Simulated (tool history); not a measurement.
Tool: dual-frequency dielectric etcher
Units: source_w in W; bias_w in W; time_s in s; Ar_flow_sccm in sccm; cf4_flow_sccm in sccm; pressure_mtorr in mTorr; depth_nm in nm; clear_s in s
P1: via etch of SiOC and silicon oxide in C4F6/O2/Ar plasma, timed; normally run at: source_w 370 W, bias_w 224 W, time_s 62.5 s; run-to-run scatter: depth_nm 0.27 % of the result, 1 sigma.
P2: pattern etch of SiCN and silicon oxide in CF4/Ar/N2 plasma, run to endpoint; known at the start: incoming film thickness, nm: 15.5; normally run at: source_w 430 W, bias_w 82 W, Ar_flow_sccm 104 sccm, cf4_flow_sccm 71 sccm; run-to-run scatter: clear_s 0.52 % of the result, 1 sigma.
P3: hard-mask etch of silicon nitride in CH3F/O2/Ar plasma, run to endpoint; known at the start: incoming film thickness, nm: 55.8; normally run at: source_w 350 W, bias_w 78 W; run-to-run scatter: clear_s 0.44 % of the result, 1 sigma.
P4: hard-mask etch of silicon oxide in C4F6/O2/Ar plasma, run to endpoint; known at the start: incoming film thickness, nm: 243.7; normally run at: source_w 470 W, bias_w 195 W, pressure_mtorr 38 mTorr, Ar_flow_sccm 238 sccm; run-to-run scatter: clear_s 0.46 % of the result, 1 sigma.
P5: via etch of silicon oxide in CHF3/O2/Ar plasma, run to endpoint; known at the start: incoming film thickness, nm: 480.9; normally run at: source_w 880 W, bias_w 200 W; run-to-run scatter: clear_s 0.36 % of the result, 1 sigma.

run,day,process,source_w,bias_w,time_s,Ar_flow_sccm,cf4_flow_sccm,pressure_mtorr,hours since the last wet clean,hours since the last source power generator calibration,hours since the last bias power generator calibration,depth_nm,clear_s
1,0.238,P1,370,224,62.5,,,,227.8,1161.2,2947.1,74.834,
2,0.517,P3,350,78,,,,,234.5,1167.9,2953.8,,84.72
3,1.008,P5,880,200,,,,,246.3,1179.7,2965.6,,207.54
4,1.492,P1,440,224,62.5,,,,257.9,1191.3,2977.2,79.861,
5,1.875,P5,880,200,,,,,267.1,1200.5,2986.4,,208.04
6,2.146,P1,370,224,48,,,,273.6,1207,2992.9,57.377,
7,2.633,P2,430,82,,104,47,,285.3,1218.7,3004.6,,18.966
8,3.1,P3,480,78,,,,,296.5,1229.9,3015.8,,74.945
9,3.546,P1,460,287,62.5,,,,307.2,1240.6,3026.5,88.306,
10,3.862,P1,370,263,80,,,,314.8,1248.2,3034.1,101.27,
11,4.204,P2,330,82,,104,71,,323,1256.4,3042.3,,22.424
12,4.675,P2,430,82,,104,71,,334.3,1267.7,3053.6,,17.761
13,5.15,P4,470,249,,238,,38,345.7,1279.1,3065,,64.917
14,5.438,P4,470,195,,238,,38,352.6,1286,3071.9,,71.477
15,5.921,P4,560,195,,238,,38,364.2,1297.6,3083.5,,65.906
16,6.271,P1,370,224,62.5,,,,372.6,1306,3091.9,74.61,
17,6.646,P1,370,308,62.5,,,,381.6,1315,3100.9,83.427,
18,6.954,P1,370,224,62.5,,,,389,1322.4,3108.3,74.717,
19,7.35,P3,350,78,,,,,398.5,1331.9,3117.8,,85.132
20,7.575,P1,440,170,62.5,,,,403.9,1337.3,3123.2,72.875,
21,7.933,P2,430,82,,134,71,,412.5,1345.9,3131.8,,18.376
22,8.371,P1,370,224,62.5,,,,423,1356.4,3142.3,74.664,
23,8.746,P5,880,240,,,,,432,1365.4,3151.3,,195.26
24,9.012,P1,370,224,62.5,,,,438.4,1371.8,3157.7,74.257,
25,9.458,P4,470,195,,238,,38,449.1,1382.5,3168.4,,71.169
26,9.792,P1,370,156,62.5,,,,457.1,1390.5,3176.4,66.723,
27,10.238,P4,470,195,,238,,29.5,467.8,1401.2,3187.1,,68.967
28,10.496,P2,430,66,,104,71,,474,1407.4,3193.3,,18.997
29,10.908,P5,600,200,,,,,483.9,1417.3,3203.2,,241.77
30,11.333,P4,470,195,,317,,38,494.1,1427.5,3213.4,,73.716
31,11.829,P1,370,224,76.5,,,,506,1439.4,3225.3,91.434,
32,12.196,P3,350,111,,,,,514.8,1448.2,3234.1,,75.142
33,12.638,P1,300,224,62.5,,,,525.4,1458.8,3244.7,68.803,
34,13.1,P1,370,224,62.5,,,,536.5,1469.9,3255.8,74.357,
35,13.479,P1,370,224,62.5,,,,545.6,1479,3264.9,75.08,
36,13.958,P1,370,224,62.5,,,,557.1,1490.5,3276.4,75.672,
37,14.179,P1,370,224,62.5,,,,562.4,1495.8,3281.7,75.567,
# day 14.388: wet clean of the chamber
38,14.442,P1,370,224,62.5,,,,1.4,1502.1,3288,75.952,
39,14.679,P1,370,224,62.5,,,,7.1,1507.8,3293.7,75.672,
40,14.942,P1,370,224,62.5,,,,13.4,1514.1,3300,75.959,
41,15.367,P1,370,224,62.5,,,,23.6,1524.3,3310.2,75.708,

What P1 gives has crept away from where it was. These 2 causes fit the log equally well, each at the size given:
A: bias power that arrives over what is set, % = 4.76
B: source power that arrives over what is set, % = 4.22
The creep began at about day 13.1.
Why every other cause is out:
chamber walls in a state that raises the etch rate, %: serviced at day 14.388, which brought nothing back

4 check runs are offered, each on 5 wafers whose results are averaged, their results left as question marks. Which one tells the causes apart?
check 1,15.792,P2,430,82,,104,71,,,,,,?
check 2,15.792,P5,880,200,,,,,,,,,?
check 3,15.792,P4,470,195,,238,,38,,,,,?
check 4,15.792,P3,350,78,,,,,,,,,?

What each check would give under each cause:
check,result,if A,if B
check 1,clear_s,17.507,17.16
check 2,clear_s,205.01,204.96
check 3,clear_s,69.981,69.893
check 4,clear_s,83.489,83.564
How far apart the two closest causes lie, in the result that separates them most: check 1 2 %; check 2 0.02 %; check 3 0.12 %; check 4 0.09 %
Check 1 tells the causes apart: in the others they would give nearly the same result.

Check 1 was then run and gave: clear_s 17.104 s. Which cause is it?

It is B: source power that arrives over what is set, %.

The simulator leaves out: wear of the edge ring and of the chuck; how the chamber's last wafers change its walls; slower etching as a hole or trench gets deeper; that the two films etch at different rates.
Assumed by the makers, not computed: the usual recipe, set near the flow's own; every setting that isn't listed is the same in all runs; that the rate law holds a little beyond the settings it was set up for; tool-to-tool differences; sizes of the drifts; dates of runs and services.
